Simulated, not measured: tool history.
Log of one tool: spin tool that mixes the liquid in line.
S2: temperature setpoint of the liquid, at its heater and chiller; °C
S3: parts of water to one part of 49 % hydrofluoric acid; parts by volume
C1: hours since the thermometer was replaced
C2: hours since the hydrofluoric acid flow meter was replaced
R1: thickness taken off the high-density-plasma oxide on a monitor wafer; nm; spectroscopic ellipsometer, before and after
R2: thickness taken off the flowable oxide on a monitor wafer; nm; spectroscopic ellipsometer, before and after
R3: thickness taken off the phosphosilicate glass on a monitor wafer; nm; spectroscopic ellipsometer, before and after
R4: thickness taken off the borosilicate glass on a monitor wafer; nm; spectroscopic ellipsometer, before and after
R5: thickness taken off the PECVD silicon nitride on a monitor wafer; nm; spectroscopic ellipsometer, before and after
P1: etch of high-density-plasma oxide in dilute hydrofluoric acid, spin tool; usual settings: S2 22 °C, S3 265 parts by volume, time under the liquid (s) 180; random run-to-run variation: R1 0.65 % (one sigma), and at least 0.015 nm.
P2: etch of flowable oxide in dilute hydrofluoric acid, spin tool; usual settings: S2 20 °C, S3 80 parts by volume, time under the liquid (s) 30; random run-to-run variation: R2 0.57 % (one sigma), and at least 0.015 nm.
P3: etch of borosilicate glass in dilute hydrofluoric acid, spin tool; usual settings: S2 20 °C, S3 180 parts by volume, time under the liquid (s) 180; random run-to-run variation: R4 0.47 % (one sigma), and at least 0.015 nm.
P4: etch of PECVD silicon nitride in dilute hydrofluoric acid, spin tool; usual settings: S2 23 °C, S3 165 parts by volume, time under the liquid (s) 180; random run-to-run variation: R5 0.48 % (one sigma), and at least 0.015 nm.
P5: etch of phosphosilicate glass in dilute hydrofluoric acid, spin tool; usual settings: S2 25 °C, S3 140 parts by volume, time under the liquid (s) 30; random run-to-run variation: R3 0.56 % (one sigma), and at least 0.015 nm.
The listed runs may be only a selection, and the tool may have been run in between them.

run 1 day=0.35 | process_that_ran=P1 S2=22 S3=265 time_under_the_liquid_(s)=180 | C1=831.3 C2=1116 | R1=3.9121
run 2 day=0.683 | process_that_ran=P2 S2=20 S3=80 time_under_the_liquid_(s)=60 | C1=839.3 C2=1124 | R2=32.779
run 3 day=1.058 | process_that_ran=P1 S2=17.5 S3=265 time_under_the_liquid_(s)=180 | C1=848.3 C2=1133 | R1=3.2401
run 4 day=1.379 | process_that_ran=P1 S2=27 S3=265 time_under_the_liquid_(s)=180 | C1=856 C2=1140.7 | R1=4.641
run 5 day=1.812 | process_that_ran=P1 S2=22 S3=265 time_under_the_liquid_(s)=180 | C1=866.4 C2=1151.1 | R1=3.9153
run 6 day=2.071 | process_that_ran=P5 S2=25 S3=140 time_under_the_liquid_(s)=30 | C1=872.6 C2=1157.3 | R3=41.533
run 7 day=2.312 | process_that_ran=P2 S2=20 S3=110 time_under_the_liquid_(s)=30 | C1=878.4 C2=1163.1 | R2=11.546
run 8 day=2.604 | process_that_ran=P1 S2=22 S3=160 time_under_the_liquid_(s)=180 | C1=885.4 C2=1170.1 | R1=7.1554
run 9 day=3.142 | process_that_ran=P2 S2=26 S3=80 time_under_the_liquid_(s)=30 | C1=898.3 C2=1183 | R2=20.943
run 10 day=3.683 | process_that_ran=P1 S2=22 S3=265 time_under_the_liquid_(s)=25 | C1=911.3 C2=1196 | R1=0.52929
run 11 day=4.229 | process_that_ran=P2 S2=20 S3=80 time_under_the_liquid_(s)=30 | C1=924.4 C2=1209.1 | R2=16.222
run 12 day=4.692 | process_that_ran=P3 S2=20 S3=180 time_under_the_liquid_(s)=300 | C1=935.5 C2=1220.2 | R4=34.229
run 13 day=5.171 | process_that_ran=P1 S2=22 S3=265 time_under_the_liquid_(s)=180 | C1=947 C2=1231.7 | R1=3.9002
run 14 day=5.596 | process_that_ran=P1 S2=22 S3=60 time_under_the_liquid_(s)=25 | C1=957.2 C2=1241.9 | R1=2.9942
run 15 day=5.838 | process_that_ran=P3 S2=20 S3=60 time_under_the_liquid_(s)=180 | C1=963 C2=1247.7 | R4=70.185
run 16 day=6.354 | process_that_ran=P1 S2=22 S3=265 time_under_the_liquid_(s)=260 | C1=975.4 C2=1260.1 | R1=5.5374
run 17 day=6.779 | process_that_ran=P1 S2=22 S3=380 time_under_the_liquid_(s)=180 | C1=985.6 C2=1270.3 | R1=2.4123
run 18 day=7.079 | process_that_ran=P4 S2=30.5 S3=165 time_under_the_liquid_(s)=180 | C1=992.8 C2=1277.5 | R5=9.2934
run 19 day=7.442 | process_that_ran=P3 S2=20 S3=180 time_under_the_liquid_(s)=180 | C1=1001.5 C2=1286.2 | R4=20.692
run 20 day=7.921 | process_that_ran=P4 S2=23 S3=75 time_under_the_liquid_(s)=180 | C1=1013 C2=1297.7 | R5=12.605
run 21 day=8.45 | process_that_ran=P3 S2=20 S3=180 time_under_the_liquid_(s)=180 | C1=1025.7 C2=1310.4 | R4=20.754
run 22 day=8.804 | process_that_ran=P4 S2=23 S3=165 time_under_the_liquid_(s)=295 | C1=1034.2 C2=1318.9 | R5=9.5258
run 23 day=9.146 | process_that_ran=P5 S2=25 S3=140 time_under_the_liquid_(s)=15 | C1=1042.4 C2=1327.1 | R3=21.003
run 24 day=9.596 | process_that_ran=P3 S2=17 S3=180 time_under_the_liquid_(s)=180 | C1=1053.2 C2=1337.9 | R4=18.263
run 25 day=10.1 | process_that_ran=P1 S2=22 S3=265 time_under_the_liquid_(s)=180 | C1=1065.3 C2=1350 | R1=3.8708
run 26 day=10.571 | process_that_ran=P5 S2=25 S3=235 time_under_the_liquid_(s)=30 | C1=1076.6 C2=1361.3 | R3=22.724
run 27 day=10.946 | process_that_ran=P1 S2=29.5 S3=265 time_under_the_liquid_(s)=90 | C1=1085.6 C2=1370.3 | R1=2.5053
run 28 day=11.417 | process_that_ran=P1 S2=22 S3=265 time_under_the_liquid_(s)=180 | C1=1096.9 C2=1381.6 | R1=3.8249
run 29 day=11.762 | process_that_ran=P5 S2=20 S3=140 time_under_the_liquid_(s)=30 | C1=1105.2 C2=1389.9 | R3=34.301
run 30 day=12.108 | process_that_ran=P1 S2=29 S3=350 time_under_the_liquid_(s)=180 | C1=1113.5 C2=1398.2 | R1=3.4216
run 31 day=12.417 | process_that_ran=P1 S2=22 S3=265 time_under_the_liquid_(s)=180 | C1=1120.9 C2=1405.6 | R1=3.8463
run 32 day=12.854 | process_that_ran=P4 S2=23 S3=165 time_under_the_liquid_(s)=180 | C1=1131.4 C2=1416.1 | R5=5.7842
run 33 day=13.388 | process_that_ran=P1 S2=22 S3=265 time_under_the_liquid_(s)=180 | C1=1144.2 C2=1428.9 | R1=3.8705
run 34 day=13.888 | process_that_ran=P1 S2=22 S3=265 time_under_the_liquid_(s)=180 | C1=1156.2 C2=1440.9 | R1=3.9313
run 35 day=14.321 | process_that_ran=P1 S2=22 S3=265 time_under_the_liquid_(s)=180 | C1=1166.6 C2=1451.3 | R1=3.9587
run 36 day=14.633 | process_that_ran=P1 S2=22 S3=265 time_under_the_liquid_(s)=180 | C1=1174.1 C2=1458.8 | R1=4.0116
run 37 day=15.179 | process_that_ran=P1 S2=22 S3=265 time_under_the_liquid_(s)=180 | C1=1187.2 C2=1471.9 | R1=4.0935
run 38 day=15.642 | process_that_ran=P1 S2=22 S3=265 time_under_the_liquid_(s)=180 | C1=1198.3 C2=1483 | R1=4.0767
run 39 day=15.938 | process_that_ran=P1 S2=22 S3=265 time_under_the_liquid_(s)=180 | C1=1205.4 C2=1490.1 | R1=4.0994
run 40 day=16.371 | process_that_ran=P1 S2=22 S3=265 time_under_the_liquid_(s)=180 | C1=1215.8 C2=1500.5 | R1=4.1323
run 41 day=16.8 | process_that_ran=P1 S2=22 S3=265 time_under_the_liquid_(s)=180 | C1=1226.1 C2=1510.8 | R1=4.0765
run 42 day=17.304 | process_that_ran=P1 S2=22 S3=265 time_under_the_liquid_(s)=180 | C1=1238.2 C2=1522.9 | R1=4.0636
run 43 day=17.617 | process_that_ran=P1 S2=22 S3=265 time_under_the_liquid_(s)=180 | C1=1245.7 C2=1530.4 | R1=4.1164
run 44 day=17.988 | process_that_ran=P1 S2=22 S3=265 time_under_the_liquid_(s)=180 | C1=1254.6 C2=1539.3 | R1=4.1054

The log shows P1 creeping away from where it was. Any of the 2 causes listed here, at the size stated for it, fits the log just as well as the others:
A: hydrofluoric acid flow above the setpoint (%) = 4.82
B: liquid hotter than its thermometer reads (K) = 1.64
The creep began at about day 13.388.

Consider the 4 single-wafer check runs listed below, results given as question marks: which one distinguishes between the causes by giving clearly different results for each?
run check 1 day=18.358 | process_that_ran=P2 S2=25 S3=80 time_under_the_liquid_(s)=30 | R2=?
run check 2 day=18.358 | process_that_ran=P3 S2=17 S3=180 time_under_the_liquid_(s)=290 | R4=?
run check 3 day=18.358 | process_that_ran=P5 S2=21.5 S3=195 time_under_the_liquid_(s)=30 | R3=?
run check 4 day=18.358 | process_that_ran=P4 S2=30 S3=105 time_under_the_liquid_(s)=180 | R5=?

Check results expected under each cause:
check=check_1 result=R2 if_A=21.194 if_B=21.472
check=check_2 result=R4 if_A=31.081 if_B=31.415
check=check_3 result=R3 if_A=26.236 if_B=26.384
check=check_4 result=R5 if_A=14.924 if_B=15.761
Minimum pairwise separation of causes per check, each pair taken at its best-separating result: check 1 1.3 %; check 2 1.07 %; check 3 0.56 %; check 4 5.46 %
Check 4 is the one run that separates the causes; every other check would come out nearly the same whichever cause is at work.

Check 4 has now been run. It gave: R5 15.724 nm. Which of the candidate causes is it?

The cause is B: liquid hotter than its thermometer reads (K).
